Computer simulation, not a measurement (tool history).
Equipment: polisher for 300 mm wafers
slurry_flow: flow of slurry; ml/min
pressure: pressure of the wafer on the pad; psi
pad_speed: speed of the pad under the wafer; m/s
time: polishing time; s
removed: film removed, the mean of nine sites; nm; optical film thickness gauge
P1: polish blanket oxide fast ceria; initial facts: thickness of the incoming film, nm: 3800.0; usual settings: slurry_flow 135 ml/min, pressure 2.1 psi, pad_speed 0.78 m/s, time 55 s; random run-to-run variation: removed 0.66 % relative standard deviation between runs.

{"run": 1, "hour": 7.1, "slurry_flow": 135, "pressure": 2.1, "pad_speed": 0.78, "time": 55, "removed": 466.86}
{"run": 2, "hour": 12.3, "slurry_flow": 180, "pressure": 1.3, "pad_speed": 0.78, "time": 55, "removed": 305.94}
{"hour": 19.7, "done": "head pressure recalibrated"}
{"run": 3, "hour": 21.3, "slurry_flow": 135, "pressure": 2.1, "pad_speed": 0.78, "time": 25, "removed": 213.15}
{"run": 4, "hour": 29.9, "slurry_flow": 135, "pressure": 2.1, "pad_speed": 0.78, "time": 55, "removed": 467.02}
{"run": 5, "hour": 36.4, "slurry_flow": 185, "pressure": 2.1, "pad_speed": 0.78, "time": 67, "removed": 600.67}
{"run": 6, "hour": 44.7, "slurry_flow": 135, "pressure": 2.1, "pad_speed": 0.78, "time": 55, "removed": 475.97}
{"run": 7, "hour": 54.6, "slurry_flow": 135, "pressure": 1.5, "pad_speed": 0.78, "time": 55, "removed": 335.63}
{"run": 8, "hour": 60.4, "slurry_flow": 135, "pressure": 2.1, "pad_speed": 0.78, "time": 55, "removed": 465.11}
{"run": 9, "hour": 68.9, "slurry_flow": 135, "pressure": 3.2, "pad_speed": 0.78, "time": 55, "removed": 714.82}
{"run": 10, "hour": 78.6, "slurry_flow": 135, "pressure": 2.1, "pad_speed": 0.78, "time": 55, "removed": 468.76}
{"run": 11, "hour": 86.0, "slurry_flow": 80, "pressure": 2.1, "pad_speed": 0.78, "time": 55, "removed": 415.9}
{"run": 12, "hour": 92.0, "slurry_flow": 135, "pressure": 2.1, "pad_speed": 0.36, "time": 55, "removed": 217.08}
{"run": 13, "hour": 100.2, "slurry_flow": 135, "pressure": 2.1, "pad_speed": 0.78, "time": 78, "removed": 664.26}
{"run": 14, "hour": 110.2, "slurry_flow": 210, "pressure": 2.1, "pad_speed": 0.78, "time": 55, "removed": 497.78}

Expected results for the next run?
{"run": 15, "hour": 120.5, "slurry_flow": 135, "pressure": 2.6, "pad_speed": 0.38, "time": 55, "removed": "?"}

Run 15 produced removed 279.72 nm.

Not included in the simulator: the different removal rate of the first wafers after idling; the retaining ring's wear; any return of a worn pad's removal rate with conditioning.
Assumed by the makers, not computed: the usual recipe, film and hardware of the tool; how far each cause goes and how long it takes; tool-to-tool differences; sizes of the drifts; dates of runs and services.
